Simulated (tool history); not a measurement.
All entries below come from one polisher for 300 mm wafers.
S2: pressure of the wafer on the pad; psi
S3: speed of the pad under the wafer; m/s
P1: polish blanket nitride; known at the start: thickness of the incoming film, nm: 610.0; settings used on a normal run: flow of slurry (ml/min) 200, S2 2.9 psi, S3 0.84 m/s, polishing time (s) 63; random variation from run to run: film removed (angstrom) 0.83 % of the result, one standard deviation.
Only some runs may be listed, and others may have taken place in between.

run 1 hour=3.6 | flow_of_slurry_(ml/min)=200 S2=2.9 S3=0.84 polishing_time_(s)=63 | film_removed_(angstrom)=669.27
run 2 hour=8.1 | flow_of_slurry_(ml/min)=200 S2=1.3 S3=0.84 polishing_time_(s)=63 | film_removed_(angstrom)=299.39
-- hour=8.2 slurry nozzle cleaned
run 3 hour=10.6 | flow_of_slurry_(ml/min)=200 S2=2.9 S3=0.84 polishing_time_(s)=63 | film_removed_(angstrom)=671.55
run 4 hour=15.1 | flow_of_slurry_(ml/min)=200 S2=4.0 S3=1.30 polishing_time_(s)=63 | film_removed_(angstrom)=1307.30
run 5 hour=17.4 | flow_of_slurry_(ml/min)=200 S2=2.9 S3=0.84 polishing_time_(s)=100 | film_removed_(angstrom)=1056.10
run 6 hour=20.4 | flow_of_slurry_(ml/min)=300 S2=2.9 S3=0.84 polishing_time_(s)=63 | film_removed_(angstrom)=685.32
run 7 hour=23.9 | flow_of_slurry_(ml/min)=200 S2=2.9 S3=0.84 polishing_time_(s)=39 | film_removed_(angstrom)=419.45
run 8 hour=27.5 | flow_of_slurry_(ml/min)=200 S2=2.9 S3=0.84 polishing_time_(s)=63 | film_removed_(angstrom)=663.83
run 9 hour=30.5 | flow_of_slurry_(ml/min)=200 S2=2.9 S3=0.40 polishing_time_(s)=63 | film_removed_(angstrom)=367.16
run 10 hour=32.8 | flow_of_slurry_(ml/min)=120 S2=2.9 S3=0.84 polishing_time_(s)=63 | film_removed_(angstrom)=618.85
run 11 hour=36.2 | flow_of_slurry_(ml/min)=200 S2=4.3 S3=0.84 polishing_time_(s)=63 | film_removed_(angstrom)=988.20
run 12 hour=38.4 | flow_of_slurry_(ml/min)=200 S2=2.9 S3=0.84 polishing_time_(s)=63 | film_removed_(angstrom)=656.93
run 13 hour=40.5 | flow_of_slurry_(ml/min)=250 S2=1.6 S3=0.84 polishing_time_(s)=63 | film_removed_(angstrom)=379.68
run 14 hour=43.5 | flow_of_slurry_(ml/min)=200 S2=2.9 S3=1.10 polishing_time_(s)=63 | film_removed_(angstrom)=814.85
run 15 hour=45.6 | flow_of_slurry_(ml/min)=200 S2=2.9 S3=0.84 polishing_time_(s)=63 | film_removed_(angstrom)=665.09
run 16 hour=47.6 | flow_of_slurry_(ml/min)=200 S2=2.9 S3=0.84 polishing_time_(s)=63 | film_removed_(angstrom)=655.35
run 17 hour=51.5 | flow_of_slurry_(ml/min)=200 S2=2.9 S3=0.84 polishing_time_(s)=63 | film_removed_(angstrom)=647.95

What does the tool deliver on the next run?
run 18 hour=56.0 | flow_of_slurry_(ml/min)=200 S2=2.9 S3=0.84 polishing_time_(s)=63 | film_removed_(angstrom)=?

film removed (angstrom): 646.64
